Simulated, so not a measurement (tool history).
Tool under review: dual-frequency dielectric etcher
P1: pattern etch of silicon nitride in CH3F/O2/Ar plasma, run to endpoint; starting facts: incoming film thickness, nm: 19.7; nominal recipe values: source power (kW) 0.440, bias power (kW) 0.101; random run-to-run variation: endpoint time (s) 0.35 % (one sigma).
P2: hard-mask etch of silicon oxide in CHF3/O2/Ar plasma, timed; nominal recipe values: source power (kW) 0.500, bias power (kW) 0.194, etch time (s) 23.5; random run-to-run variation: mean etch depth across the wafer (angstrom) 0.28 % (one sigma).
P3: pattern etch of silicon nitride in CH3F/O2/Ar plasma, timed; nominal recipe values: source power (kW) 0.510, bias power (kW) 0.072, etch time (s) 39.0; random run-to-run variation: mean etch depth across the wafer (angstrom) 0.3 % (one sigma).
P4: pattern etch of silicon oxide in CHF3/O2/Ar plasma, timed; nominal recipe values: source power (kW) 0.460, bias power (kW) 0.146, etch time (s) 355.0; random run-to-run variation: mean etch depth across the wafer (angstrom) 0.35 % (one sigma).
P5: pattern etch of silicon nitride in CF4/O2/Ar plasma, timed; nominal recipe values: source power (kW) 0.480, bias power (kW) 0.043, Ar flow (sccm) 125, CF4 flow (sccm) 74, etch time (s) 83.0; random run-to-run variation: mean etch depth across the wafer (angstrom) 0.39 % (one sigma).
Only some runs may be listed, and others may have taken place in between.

run   hour  process that ran  source power (kW)  bias power (kW)  etch time (s)  Ar flow (sccm)  CF4 flow (sccm)  endpoint time (s)  mean etch depth across the wafer (angstrom)
  1    4.9                P1              0.440            0.101                                                             24.522
  2   12.8                P4              0.460            0.146          355.0                                                                                          6006.10
  3   21.8                P4              0.460            0.146          249.0                                                                                          4216.90
  4   28.5                P1              0.440            0.101                                                             24.385
  5   33.1                P5              0.480            0.043           83.0             125               61                                                         1287.80
  6   41.9                P5              0.480            0.043           83.0             125               74                                                         1318.70
      43.3  -- bias power generator calibrated
  7   47.9                P5              0.480            0.043           83.0             100               74                                                         1368.60
  8   54.5                P3              0.510            0.072           39.0                                                                                           308.98
  9   61.6                P4              0.460            0.112          355.0                                                                                          5463.60
 10   68.1                P1              0.360            0.101                                                             26.457
 11   73.2                P3              0.510            0.072           58.0                                                                                           461.96
 12   81.9                P2              0.500            0.237           23.5                                                                                           487.56
 13   89.5                P1              0.310            0.127                                                             25.445
 14   94.6                P1              0.570            0.072                                                             24.898
 15  101.0                P1              0.440            0.101                                                             24.529
 16  108.0                P1              0.440            0.101                                                             24.486
 17  112.8                P5              0.480            0.054           83.0             125               74                                                         1463.10
 18  118.2                P1              0.440            0.143                                                             21.432
 19  125.0                P2              0.340            0.194           23.5                                                                                           390.04
 20  130.7                P3              0.510            0.086           39.0                                                                                           329.60
 21  136.8                P1              0.610            0.101                                                             21.643
 22  144.8                P2              0.500            0.194           23.5                                                                                           454.25
 23  149.7                P2              0.500            0.194           23.5                                                                                           453.95
 24  156.0                P1              0.440            0.074                                                             27.308
 25  165.1                P5              0.480            0.043          123.0             125               74                                                         1973.70
 26  170.8                P3              0.510            0.072           39.0                                                                                           309.71
 27  180.3                P5              0.370            0.043           83.0             125               74                                                         1062.70
 28  189.0                P4              0.560            0.146          355.0                                                                                          6465.90
 29  194.5                P3              0.300            0.072           39.0                                                                                           253.30
 30  199.7                P2              0.500            0.194           13.0                                                                                           250.52
 31  209.1                P1              0.440            0.101                                                             24.493
 32  216.4                P1              0.440            0.101                                                             24.212
 33  225.6                P1              0.440            0.101                                                             24.264
 34  231.4                P1              0.440            0.101                                                             24.096
     233.2  -- wet clean of the chamber
 35  237.7                P1              0.440            0.101                                                             24.191
 36  245.0                P1              0.440            0.101                                                             24.007
 37  249.5                P1              0.440            0.101                                                             24.164
 38  253.8                P1              0.440            0.101                                                             24.077
 39  260.9                P1              0.440            0.101                                                             24.087

The output of P1 has drifted from where it used to be. Each of the 2 causes below, taken at the size shown beside it, accounts for the log equally well:
A: bias power that arrives over what is set, % = 4.93
B: source power that arrives over what is set, % = 4.85
The creep began at about hour 209.1.
Why every other cause is out:
chamber walls in a state that raises the etch rate, %: work on it at hour 233.2, done after the drift set in, did not restore what the process gave before

Each of the check runs listed below is run on 2 wafers and reports their average, with the results left as question marks. Pick the one under which the possible causes would lead to clearly different results.
check 1  268.0                P2              0.500            0.194           23.5                                                                                                ?
check 2  268.0                P3              0.510            0.072           39.0                                                                                                ?
check 3  268.0                P5              0.480            0.043           83.0             125               74                                                               ?
check 4  268.0                P4              0.460            0.146          355.0                                                                                                ?

Predicted outcomes, by check and by cause:
  check                                       result     if A     if B
check 1  mean etch depth across the wafer (angstrom)   460.86   461.45
check 2  mean etch depth across the wafer (angstrom)   314.17   314.74
check 3  mean etch depth across the wafer (angstrom)  1352.40  1382.50
check 4  mean etch depth across the wafer (angstrom)  6092.60  6107.10
Minimum pairwise separation of causes per check, each pair taken at its best-separating result: check 1 0.13 %; check 2 0.18 %; check 3 2.21 %; check 4 0.24 %
Check 3 is the one run that separates the causes; every other check would come out nearly the same whichever cause is at work.

Check 3 was carried out, with these results: mean etch depth across the wafer (angstrom) 1383.10. Which of the listed causes is responsible?

Of the candidate causes, it is B: source power that arrives over what is set, %.

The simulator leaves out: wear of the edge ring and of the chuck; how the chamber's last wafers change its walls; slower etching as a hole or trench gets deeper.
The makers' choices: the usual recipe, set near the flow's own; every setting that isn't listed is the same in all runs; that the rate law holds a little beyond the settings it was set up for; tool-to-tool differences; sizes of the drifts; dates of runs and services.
